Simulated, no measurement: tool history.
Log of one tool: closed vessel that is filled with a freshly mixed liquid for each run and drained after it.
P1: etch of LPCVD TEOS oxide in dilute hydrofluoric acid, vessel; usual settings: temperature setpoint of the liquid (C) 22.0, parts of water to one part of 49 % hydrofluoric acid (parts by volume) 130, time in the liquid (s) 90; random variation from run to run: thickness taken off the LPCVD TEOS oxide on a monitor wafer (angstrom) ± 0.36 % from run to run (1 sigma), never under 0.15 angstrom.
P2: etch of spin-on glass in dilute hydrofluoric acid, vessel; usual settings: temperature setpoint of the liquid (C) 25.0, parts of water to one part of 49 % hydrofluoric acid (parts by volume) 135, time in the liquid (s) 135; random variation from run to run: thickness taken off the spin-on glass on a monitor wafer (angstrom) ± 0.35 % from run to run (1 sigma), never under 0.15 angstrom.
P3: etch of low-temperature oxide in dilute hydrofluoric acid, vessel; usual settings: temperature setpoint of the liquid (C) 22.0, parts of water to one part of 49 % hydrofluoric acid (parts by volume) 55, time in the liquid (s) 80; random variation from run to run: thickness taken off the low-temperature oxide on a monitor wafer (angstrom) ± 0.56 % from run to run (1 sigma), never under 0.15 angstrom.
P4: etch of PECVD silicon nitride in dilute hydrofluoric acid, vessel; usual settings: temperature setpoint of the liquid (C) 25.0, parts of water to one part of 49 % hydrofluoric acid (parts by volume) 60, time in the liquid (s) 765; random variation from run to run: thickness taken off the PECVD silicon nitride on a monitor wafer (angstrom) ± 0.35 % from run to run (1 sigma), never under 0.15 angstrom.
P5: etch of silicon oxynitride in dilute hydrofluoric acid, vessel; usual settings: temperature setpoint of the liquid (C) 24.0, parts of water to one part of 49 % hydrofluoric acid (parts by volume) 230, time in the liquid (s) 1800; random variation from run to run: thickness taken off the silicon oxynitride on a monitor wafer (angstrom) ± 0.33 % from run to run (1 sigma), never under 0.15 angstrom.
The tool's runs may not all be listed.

run,hour,process that ran,temperature setpoint of the liquid (C),parts of water to one part of 49 % hydrofluoric acid (parts by volume),time in the liquid (s),hours since the thermometer was replaced,hours since the hydrofluoric acid flow meter was replaced,thickness taken off the LPCVD TEOS oxide on a monitor wafer (angstrom),thickness taken off the low-temperature oxide on a monitor wafer (angstrom),thickness taken off the spin-on glass on a monitor wafer (angstrom),thickness taken off the PECVD silicon nitride on a monitor wafer (angstrom),thickness taken off the silicon oxynitride on a monitor wafer (angstrom)
1,11.8,P1,22.0,130,90,1135.4,547.0,261.540,,,,
2,23.7,P3,22.0,55,30,1147.3,558.9,,127.42,,,
3,34.1,P1,17.0,130,90,1157.7,569.3,214.020,,,,
4,41.1,P1,22.0,130,90,1164.7,576.3,260.410,,,,
5,49.3,P3,22.0,55,80,1172.9,584.5,,343.00,,,
6,63.3,P1,22.0,130,90,1186.9,598.5,261.250,,,,
7,71.3,P2,25.0,135,135,1194.9,606.5,,,477.50,,
8,81.8,P1,22.0,130,30,1205.4,617.0,87.076,,,,
9,93.4,P1,22.0,185,90,1217.0,628.6,171.770,,,,
10,101.4,P3,22.0,95,80,1225.0,636.6,,186.60,,,
11,112.8,P4,25.0,60,115,1236.4,648.0,,,,83.972,
12,124.6,P4,32.5,60,765,1248.2,659.8,,,,914.500,
13,138.9,P4,25.0,35,765,1262.5,674.1,,,,955.580,
14,152.2,P1,22.0,130,90,1275.8,687.4,260.680,,,,
15,161.7,P2,25.0,135,135,1285.3,696.9,,,476.76,,
16,170.0,P3,27.0,55,80,1293.6,705.2,,416.64,,,
17,178.6,P5,24.0,230,370,1302.2,713.8,,,,,29.066
18,187.5,P3,22.0,55,80,1311.1,722.7,,343.16,,,
19,198.5,P1,22.0,130,90,1322.1,733.7,262.240,,,,
20,208.9,P1,22.0,225,55,1332.5,744.1,83.488,,,,
21,220.0,P1,22.0,130,90,1343.6,755.2,260.930,,,,
22,233.8,P1,22.0,70,30,1357.4,769.0,174.010,,,,
23,246.1,P1,25.5,130,90,1369.7,781.3,300.480,,,,
24,258.7,P2,25.0,135,30,1382.3,793.9,,,105.64,,
25,270.4,P4,25.0,60,765,1394.0,805.6,,,,560.440,
26,284.2,P5,24.0,230,1800,1407.8,819.4,,,,,141.800
27,298.7,P5,29.0,230,1800,1422.3,833.9,,,,,176.290
28,309.5,P1,22.0,30,90,1433.1,844.7,1276.600,,,,
29,319.4,P2,30.0,135,135,1443.0,854.6,,,577.48,,
30,329.2,P1,22.0,130,90,1452.8,864.4,261.740,,,,
31,341.1,P2,25.0,75,135,1464.7,876.3,,,926.90,,
32,350.6,P1,22.0,130,160,1474.2,885.8,464.940,,,,
33,363.1,P5,24.0,130,1800,1486.7,898.3,,,,,271.770
34,370.1,P1,22.0,130,90,1493.7,905.3,263.330,,,,
35,380.0,P1,22.0,130,90,1503.6,915.2,253.660,,,,
36,386.6,P1,22.0,130,90,1510.2,921.8,249.970,,,,
37,398.4,P1,22.0,130,90,1522.0,933.6,246.570,,,,
38,407.2,P1,22.0,130,90,1530.8,942.4,244.340,,,,
39,420.4,P1,22.0,130,90,1544.0,955.6,242.570,,,,
40,434.9,P1,22.0,130,90,1558.5,970.1,243.850,,,,
41,443.2,P1,22.0,130,90,1566.8,978.4,242.200,,,,

P1 has crept away from where it was. The log is fitted equally well by each of these 2 causes, at the sizes shown:
A: hydrofluoric acid flow below the setpoint (%) = 6.38
B: liquid colder than its thermometer reads (K) = 1.9
Onset of the creep was near hour 370.1.

Question marks stand in for the results of the 4 check runs listed below, each run on one wafer. Under which run would the listed causes show clearly different results?
check 1,451.5,P2,29.0,135,135,,,,,?,,
check 2,451.5,P4,30.0,60,765,,,,,,?,
check 3,451.5,P3,25.0,55,80,,,,?,,,
check 4,451.5,P5,27.5,230,1800,,,,,,,?

Outcome of each check run for each possible cause:
check,result,if A,if B
check 1,thickness taken off the spin-on glass on a monitor wafer (angstrom),513.52,517.32
check 2,thickness taken off the PECVD silicon nitride on a monitor wafer (angstrom),727.110,686.740
check 3,thickness taken off the low-temperature oxide on a monitor wafer (angstrom),359.95,357.49
check 4,thickness taken off the silicon oxynitride on a monitor wafer (angstrom),152.800,152.390
Minimum pairwise separation of causes per check, each pair taken at its best-separating result: check 1 0.74 %; check 2 5.71 %; check 3 0.68 %; check 4 0.27 %
Of the check runs offered, only check 2 discriminates between the causes; the rest would read about the same regardless of which cause applies.

Running check 2 produced the following: thickness taken off the PECVD silicon nitride on a monitor wafer (angstrom) 687.260. Which one of the listed causes fits?

The correct cause is B, namely: liquid colder than its thermometer reads (K).
